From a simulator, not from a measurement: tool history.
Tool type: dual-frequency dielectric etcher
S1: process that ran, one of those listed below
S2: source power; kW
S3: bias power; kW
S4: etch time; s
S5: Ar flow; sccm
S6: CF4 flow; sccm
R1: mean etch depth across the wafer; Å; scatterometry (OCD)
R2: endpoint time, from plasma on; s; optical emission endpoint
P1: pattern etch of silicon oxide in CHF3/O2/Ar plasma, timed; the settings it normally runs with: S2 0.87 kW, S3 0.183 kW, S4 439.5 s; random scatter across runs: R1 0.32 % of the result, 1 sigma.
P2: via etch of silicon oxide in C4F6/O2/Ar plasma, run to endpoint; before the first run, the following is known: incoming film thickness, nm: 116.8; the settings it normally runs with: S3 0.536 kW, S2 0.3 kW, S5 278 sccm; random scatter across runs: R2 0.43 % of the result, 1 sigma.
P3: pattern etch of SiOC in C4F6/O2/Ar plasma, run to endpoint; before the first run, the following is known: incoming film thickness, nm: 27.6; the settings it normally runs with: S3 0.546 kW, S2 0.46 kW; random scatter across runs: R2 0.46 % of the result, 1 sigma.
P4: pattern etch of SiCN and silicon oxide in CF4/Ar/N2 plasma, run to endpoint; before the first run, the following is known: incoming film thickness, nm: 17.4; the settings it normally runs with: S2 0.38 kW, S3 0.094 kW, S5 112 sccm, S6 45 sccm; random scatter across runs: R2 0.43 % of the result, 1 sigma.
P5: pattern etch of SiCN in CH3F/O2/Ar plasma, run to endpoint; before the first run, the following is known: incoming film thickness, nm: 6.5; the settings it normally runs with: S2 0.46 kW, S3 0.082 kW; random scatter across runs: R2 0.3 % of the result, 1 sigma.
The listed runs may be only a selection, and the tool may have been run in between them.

| run | day | S1 | S2 | S3 | S4 | S5 | S6 | R1 | R2 |
|---|---|---|---|---|---|---|---|---|---|
| 1 | 0.325 | P1 | 0.87 | 0.183 | 439.5 |  |  | 10228 |  |
| 2 | 0.575 | P5 | 0.46 | 0.082 |  |  |  |  | 15.878 |
| 3 | 1.142 | P1 | 0.57 | 0.132 | 439.5 |  |  | 7831.8 |  |
| 4 | 1.608 | P1 | 0.87 | 0.125 | 439.5 |  |  | 9081.4 |  |
| 5 | 1.992 | P1 | 0.87 | 0.183 | 605.5 |  |  | 14097 |  |
| 6 | 2.404 | P4 | 0.38 | 0.094 |  | 112 | 63 |  | 22.255 |
| 7 | 2.75 | P3 | 0.46 | 0.749 |  |  |  |  | 7.6508 |
| 8 | 3.225 | P1 | 0.87 | 0.183 | 439.5 |  |  | 10248 |  |
| 9 | 3.558 | P2 | 0.42 | 0.536 |  | 278 |  |  | 24.877 |
| 10 | 3.854 | P1 | 0.87 | 0.183 | 439.5 |  |  | 10227 |  |
| 11 | 4.146 | P3 | 0.29 | 0.546 |  |  |  |  | 10.086 |
| 12 | 4.592 | P1 | 1.22 | 0.183 | 439.5 |  |  | 11616 |  |
| 13 | 5.112 | P2 | 0.3 | 0.342 |  | 278 |  |  | 33.012 |
| 14 | 5.462 | P3 | 0.46 | 0.546 |  |  |  |  | 8.5609 |
| 15 | 5.988 | P1 | 0.87 | 0.241 | 439.5 |  |  | 11191 |  |
| 16 | 6.496 | P4 | 0.38 | 0.094 |  | 112 | 45 |  | 23.241 |
| 17 | 6.871 | P1 | 0.68 | 0.183 | 439.5 |  |  | 9289 |  |
| 18 | 7.421 | P4 | 0.38 | 0.094 |  | 112 | 45 |  | 23.506 |
| 19 | 7.8 | P5 | 0.64 | 0.082 |  |  |  |  | 14.082 |
| 20 | 8.075 | P1 | 0.87 | 0.183 | 241.5 |  |  | 5624.9 |  |
| 21 | 8.517 | P5 | 0.46 | 0.082 |  |  |  |  | 15.904 |
| 22 | 8.804 | P2 | 0.3 | 0.536 |  | 278 |  |  | 28.168 |
| 23 | 9.146 | P5 | 0.46 | 0.055 |  |  |  |  | 18.25 |
| 24 | 9.471 | P4 | 0.46 | 0.094 |  | 112 | 45 |  | 19.691 |
| 25 | 9.904 | P2 | 0.3 | 0.536 |  | 224 |  |  | 27.482 |
| 26 | 10.271 | P1 | 0.87 | 0.183 | 439.5 |  |  | 10168 |  |
| 27 | 10.604 | P1 | 0.87 | 0.183 | 439.5 |  |  | 10238 |  |
| 28 | 10.938 | P2 | 0.3 | 0.536 |  | 278 |  |  | 27.868 |
| 29 | 11.475 | P4 | 0.38 | 0.059 |  | 112 | 45 |  | 27.88 |
| 30 | 11.917 | P4 | 0.38 | 0.094 |  | 67 | 45 |  | 21.797 |
| 31 | 12.408 | P1 | 0.63 | 0.183 | 631 |  |  | 12997 |  |
| 32 | 12.958 | P1 | 0.87 | 0.183 | 439.5 |  |  | 10241 |  |
| 33 | 13.517 | P1 | 0.87 | 0.183 | 439.5 |  |  | 10198 |  |
| 34 | 13.967 | P1 | 0.87 | 0.183 | 439.5 |  |  | 10123 |  |
| 35 | 14.242 | P1 | 0.87 | 0.183 | 439.5 |  |  | 10078 |  |
| 36 | 14.608 | P1 | 0.87 | 0.183 | 439.5 |  |  | 10043 |  |
| 37 | 15.012 | P1 | 0.87 | 0.183 | 439.5 |  |  | 10106 |  |
|  | 15.208 | wet clean of the chamber |
| 38 | 15.283 | P1 | 0.87 | 0.183 | 439.5 |  |  | 10050 |  |
| 39 | 15.817 | P1 | 0.87 | 0.183 | 439.5 |  |  | 10074 |  |
| 40 | 16.079 | P1 | 0.87 | 0.183 | 439.5 |  |  | 10060 |  |
| 41 | 16.512 | P1 | 0.87 | 0.183 | 439.5 |  |  | 10032 |  |

P1 has crept away from where it was. The log is fitted equally well by each of these 2 causes, at the sizes shown:
A: source power that arrives under what is set, % = 4.09
B: bias power that arrives under what is set, % = 4.8
The drift started at roughly day 12.958.
Other possible causes, and why each is ruled out:
chamber walls in a state that lowers the etch rate, %: serviced at day 15.208, which brought nothing back

Which of the 4 check runs listed below, each an average over 3 wafers with its results shown as question marks, gives clearly different results under the different listed causes?
| check 1 | 16.946 | P2 | 0.4 | 0.536 |  | 278 |  |  | ? |
| check 2 | 16.946 | P5 | 0.64 | 0.082 |  |  |  |  | ? |
| check 3 | 16.946 | P3 | 0.29 | 0.622 |  |  |  |  | ? |
| check 4 | 16.946 | P4 | 0.38 | 0.064 |  | 68 | 45 |  | ? |

How each check would come out, cause by cause:
| check | result | if A | if B |
|---|---|---|---|
| check 1 | R2 | 25.632 | 25.714 |
| check 2 | R2 | 14.258 | 14.278 |
| check 3 | R2 | 9.8018 | 9.8406 |
| check 4 | R2 | 25.826 | 25.304 |
Smallest distance between any two causes, each pair judged by its most separating result, in per cent: check 1 0.32 %; check 2 0.14 %; check 3 0.39 %; check 4 2.04 %
The causes can be told apart only by check 4. The other checks would give nearly the same results under each of them.

Check 4 was carried out, with these results: R2 25.229 s. Which of the listed causes is responsible?

It is B: bias power that arrives under what is set, %.
